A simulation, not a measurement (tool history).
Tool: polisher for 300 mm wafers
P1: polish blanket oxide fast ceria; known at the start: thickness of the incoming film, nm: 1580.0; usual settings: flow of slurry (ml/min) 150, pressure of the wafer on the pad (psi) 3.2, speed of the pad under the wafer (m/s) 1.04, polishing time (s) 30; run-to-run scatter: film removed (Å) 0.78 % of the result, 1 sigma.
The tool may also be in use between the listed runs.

run	hour	flow of slurry (ml/min)	pressure of the wafer on the pad (psi)	speed of the pad under the wafer (m/s)	polishing time (s)	film removed (Å)
1	9.4	150	3.2	1.04	30	6799.9
2	27	210	3.2	1.04	30	7058.4
3	37.2	150	3.2	1.04	30	6680.3
4	52.7	150	3.2	1.04	37	8280.2
5	68.1	150	3.2	0.46	30	2944.5
6	77.4	150	3.2	1.04	14	3076.5
7	86.1	150	3.2	1.44	30	9362.5
8	99.8	90	3.2	1.04	30	6095
9	116.3	150	1.4	1.04	30	2873.9
# hour 118.9: worn pad replaced by a new one
10	133.3	150	3.2	1.04	30	6788.8
11	146.3	150	4.3	1.04	30	8984.1
12	157.1	150	3.2	1.04	30	6587.6
13	173.4	205	4.6	1.04	30	10072
14	191.7	150	3.2	1.04	30	6658.7
15	203.6	150	3.2	1.04	30	6770.4
16	211.7	150	3.2	1.04	30	6438.8
17	220.6	150	3.2	1.04	30	6479.2
18	232.2	150	3.2	1.04	30	6319.6
19	245.8	150	3.2	1.04	30	6153.1
# hour 256.6: worn pad replaced by a new one
20	260.8	150	3.2	1.04	30	6232.7
21	274.6	150	3.2	1.04	30	6249.7

What P1 gives has crept away from where it was. These 2 causes fit the log equally well, each at the size given:
A: head's pressure below its setpoint, % = 7.64
B: slurry flow missing at the pad, % = 32
The creep began at about hour 203.6.
Why every other cause is out:
removal rate lost through wear of the pad, %: serviced at hour 256.6, which brought nothing back

4 check runs are offered, each on 5 wafers whose results are averaged, their results left as question marks. Which one tells the causes apart?
check 1	288.4	150	1.4	1.04	30	?
check 2	288.4	150	1.9	1.04	23	?
check 3	288.4	150	3.2	0.48	30	?
check 4	288.4	110	3.2	1.44	30	?

What each check would give under each cause:
check	result	if A	if B
check 1	film removed (Å)	2703.8	2703.9
check 2	film removed (Å)	2813.3	2813.4
check 3	film removed (Å)	2852.4	2852.5
check 4	film removed (Å)	8045.6	7846.2
How far apart the two closest causes lie, in the result that separates them most: check 1 0 %; check 2 0 %; check 3 0 %; check 4 2.51 %
Only check 4 tells the causes apart: in the others they would give nearly the same result.

Check 4 was then run and gave: film removed (Å) 7850.3. Which cause is it?

It is B: slurry flow missing at the pad, %.

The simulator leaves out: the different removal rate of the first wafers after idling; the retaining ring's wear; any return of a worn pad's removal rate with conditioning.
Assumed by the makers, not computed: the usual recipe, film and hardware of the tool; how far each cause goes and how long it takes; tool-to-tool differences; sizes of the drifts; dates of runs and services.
